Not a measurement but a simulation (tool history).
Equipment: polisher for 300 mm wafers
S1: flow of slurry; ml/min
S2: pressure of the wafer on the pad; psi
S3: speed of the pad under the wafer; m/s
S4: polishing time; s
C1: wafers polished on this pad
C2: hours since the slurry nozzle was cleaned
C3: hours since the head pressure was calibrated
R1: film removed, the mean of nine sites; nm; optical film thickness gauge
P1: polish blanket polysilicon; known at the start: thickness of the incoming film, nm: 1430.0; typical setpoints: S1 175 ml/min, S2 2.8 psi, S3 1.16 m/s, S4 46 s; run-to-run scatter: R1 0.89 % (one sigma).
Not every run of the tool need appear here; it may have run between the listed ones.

run	day	S1	S2	S3	S4	C1	C2	C3	R1
1	0.183	175	2.8	1.16	46	566	381.1	244.8	383.34
2	0.304	175	3.9	1.16	46	601	384	247.7	544.82
3	0.471	175	2.8	1.16	22	649	388	251.7	184.76
4	0.608	175	2.8	1.16	46	689	391.3	255	386.65
5	0.808	175	2.8	1.16	46	746	396.1	259.8	384.67
6	0.962	175	2.8	1.16	46	791	399.8	263.5	387.54
7	1.133	175	2.8	1.16	46	840	403.9	267.6	389.05
8	1.262	175	2.8	1.68	32	877	407	270.7	389.46
9	1.488	175	2.8	1.16	46	942	412.4	276.1	393.92
10	1.592	175	2.8	1.16	46	972	414.9	278.6	384.53
11	1.817	265	2.8	1.16	46	1037	420.3	284	404.88
12	1.996	175	3.5	0.74	46	1089	424.6	288.3	306.82
13	2.129	105	2.8	1.16	46	1127	427.8	291.5	348.08
14	2.321	175	1.4	1.16	46	1183	432.4	296.1	188.89
15	2.512	175	2.8	1.16	62	1238	437	300.7	513.52
16	2.7	175	2.8	1.82	46	1292	441.5	305.2	607.48
17	2.888	175	2.8	0.52	46	1346	446	309.7	173.01
18	3.067	175	2.8	1.16	46	1398	450.3	314	387.14
19	3.275	175	2.8	1.16	46	1458	455.3	319	373.14
20	3.467	175	2.8	1.16	46	1513	459.9	323.6	364.2
21	3.696	175	2.8	1.16	46	1579	465.4	329.1	362.42

Expected results for the next run?
22	3.908	175	2.8	1.16	46	1641	470.5	334.2	?

{"run 22": {"R1": 357.72}}

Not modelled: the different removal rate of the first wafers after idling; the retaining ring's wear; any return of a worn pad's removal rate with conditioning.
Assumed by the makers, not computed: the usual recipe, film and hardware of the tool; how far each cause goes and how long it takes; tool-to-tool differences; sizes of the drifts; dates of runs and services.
